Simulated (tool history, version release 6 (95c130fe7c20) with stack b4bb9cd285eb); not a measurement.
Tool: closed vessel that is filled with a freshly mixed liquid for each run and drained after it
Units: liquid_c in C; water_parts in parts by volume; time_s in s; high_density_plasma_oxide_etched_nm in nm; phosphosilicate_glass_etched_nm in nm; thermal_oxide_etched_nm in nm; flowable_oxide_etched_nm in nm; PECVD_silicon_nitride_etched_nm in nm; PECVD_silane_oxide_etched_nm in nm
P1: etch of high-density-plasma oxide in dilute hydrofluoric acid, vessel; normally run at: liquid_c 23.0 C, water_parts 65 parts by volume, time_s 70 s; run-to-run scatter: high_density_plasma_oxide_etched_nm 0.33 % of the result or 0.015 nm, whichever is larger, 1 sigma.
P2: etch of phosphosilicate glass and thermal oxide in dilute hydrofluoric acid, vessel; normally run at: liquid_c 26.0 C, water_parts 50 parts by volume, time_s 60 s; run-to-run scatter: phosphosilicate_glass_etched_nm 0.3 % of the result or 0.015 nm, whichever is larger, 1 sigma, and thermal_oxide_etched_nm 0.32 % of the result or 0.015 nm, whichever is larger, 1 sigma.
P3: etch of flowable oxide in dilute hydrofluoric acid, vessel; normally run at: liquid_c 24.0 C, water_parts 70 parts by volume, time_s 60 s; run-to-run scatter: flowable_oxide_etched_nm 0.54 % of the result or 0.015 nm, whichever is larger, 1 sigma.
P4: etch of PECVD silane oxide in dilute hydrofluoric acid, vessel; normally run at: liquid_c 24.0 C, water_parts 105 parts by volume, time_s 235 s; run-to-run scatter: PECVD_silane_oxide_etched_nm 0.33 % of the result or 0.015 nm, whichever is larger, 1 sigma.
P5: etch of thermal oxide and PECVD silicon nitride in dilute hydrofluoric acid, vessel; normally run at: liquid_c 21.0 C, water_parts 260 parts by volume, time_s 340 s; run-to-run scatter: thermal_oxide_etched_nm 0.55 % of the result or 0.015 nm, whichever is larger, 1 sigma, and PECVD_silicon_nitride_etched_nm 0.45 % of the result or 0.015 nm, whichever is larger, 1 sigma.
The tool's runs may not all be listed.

| run | hour | process | liquid_c | water_parts | time_s | hours since the thermometer was replaced | hours since the hydrofluoric acid flow meter was replaced | high_density_plasma_oxide_etched_nm | phosphosilicate_glass_etched_nm | thermal_oxide_etched_nm | flowable_oxide_etched_nm | PECVD_silicon_nitride_etched_nm | PECVD_silane_oxide_etched_nm |
|---|---|---|---|---|---|---|---|---|---|---|---|---|---|
| 1 | 6.4 | P1 | 23.0 | 65 | 70 | 243.4 | 546.6 | 6.5785 |  |  |  |  |  |
| 2 | 11.0 | P2 | 26.0 | 50 | 60 | 248.0 | 551.2 |  | 91.945 | 6.5485 |  |  |  |
| 3 | 17.2 | P2 | 26.0 | 30 | 60 | 254.2 | 557.4 |  | 158.160 | 11.2470 |  |  |  |
| 4 | 22.1 | P3 | 24.0 | 35 | 60 | 259.1 | 562.3 |  |  |  | 49.950 |  |  |
| 5 | 27.0 | P5 | 21.0 | 260 | 340 | 264.0 | 567.2 |  |  | 4.5820 |  | 5.1129 |  |
| 6 | 34.2 | P5 | 17.5 | 260 | 340 | 271.2 | 574.4 |  |  | 3.9974 |  | 4.0605 |  |
| 7 | 38.4 | P1 | 31.0 | 65 | 100 | 275.4 | 578.6 | 12.8070 |  |  |  |  |  |
| 8 | 46.4 | P1 | 23.0 | 65 | 70 | 283.4 | 586.6 | 6.5475 |  |  |  |  |  |
| 9 | 53.5 | P5 | 21.0 | 385 | 340 | 290.5 | 593.7 |  |  | 2.7986 |  | 3.5120 |  |
| 10 | 57.0 | P5 | 21.0 | 260 | 630 | 294.0 | 597.2 |  |  | 8.4680 |  | 9.4297 |  |
| 11 | 64.5 | P1 | 23.0 | 65 | 110 | 301.5 | 604.7 | 10.3070 |  |  |  |  |  |
| 12 | 71.6 | P1 | 23.0 | 20 | 70 | 308.6 | 611.8 | 22.5890 |  |  |  |  |  |
| 13 | 75.4 | P4 | 17.5 | 105 | 235 | 312.4 | 615.6 |  |  |  |  |  | 32.760 |
| 14 | 82.3 | P1 | 23.0 | 115 | 70 | 319.3 | 622.5 | 3.4968 |  |  |  |  |  |
| 15 | 88.8 | P3 | 17.5 | 70 | 60 | 325.8 | 629.0 |  |  |  | 18.102 |  |  |
| 16 | 96.5 | P1 | 27.5 | 65 | 125 | 333.5 | 636.7 | 13.9900 |  |  |  |  |  |
| 17 | 101.0 | P4 | 24.0 | 105 | 355 | 338.0 | 641.2 |  |  |  |  |  | 64.360 |
| 18 | 107.6 | P3 | 24.0 | 70 | 60 | 344.6 | 647.8 |  |  |  | 23.829 |  |  |
| 19 | 115.5 | P1 | 17.5 | 65 | 70 | 352.5 | 655.7 | 5.2009 |  |  |  |  |  |
| 20 | 120.5 | P1 | 23.0 | 65 | 70 | 357.5 | 660.7 | 6.5653 |  |  |  |  |  |
| 21 | 128.3 | P2 | 20.0 | 50 | 60 | 365.3 | 668.5 |  | 71.907 | 5.1078 |  |  |  |
| 22 | 133.4 | P1 | 23.0 | 65 | 30 | 370.4 | 673.6 | 2.8142 |  |  |  |  |  |
| 23 | 140.5 | P5 | 21.0 | 260 | 340 | 377.5 | 680.7 |  |  | 4.5695 |  | 5.0975 |  |
| 24 | 145.6 | P1 | 23.0 | 65 | 70 | 382.6 | 685.8 | 6.5759 |  |  |  |  |  |
| 25 | 153.5 | P4 | 24.0 | 155 | 235 | 390.5 | 693.7 |  |  |  |  |  | 27.273 |
| 26 | 158.4 | P4 | 24.0 | 105 | 235 | 395.4 | 698.6 |  |  |  |  |  | 42.670 |
| 27 | 163.6 | P4 | 24.0 | 105 | 235 | 400.6 | 703.8 |  |  |  |  |  | 42.952 |
| 28 | 167.8 | P3 | 24.0 | 70 | 60 | 404.8 | 708.0 |  |  |  | 23.963 |  |  |
| 29 | 174.9 | P1 | 27.5 | 65 | 70 | 411.9 | 715.1 | 7.8586 |  |  |  |  |  |

Forecast run 30:
| 30 | 180.9 | P2 | 26.0 | 50 | 30 | 417.9 | 721.1 |  | ? | ? |  |  |  |

{"run 30": {"phosphosilicate_glass_etched_nm": 46.059, "thermal_oxide_etched_nm": 3.2541}}

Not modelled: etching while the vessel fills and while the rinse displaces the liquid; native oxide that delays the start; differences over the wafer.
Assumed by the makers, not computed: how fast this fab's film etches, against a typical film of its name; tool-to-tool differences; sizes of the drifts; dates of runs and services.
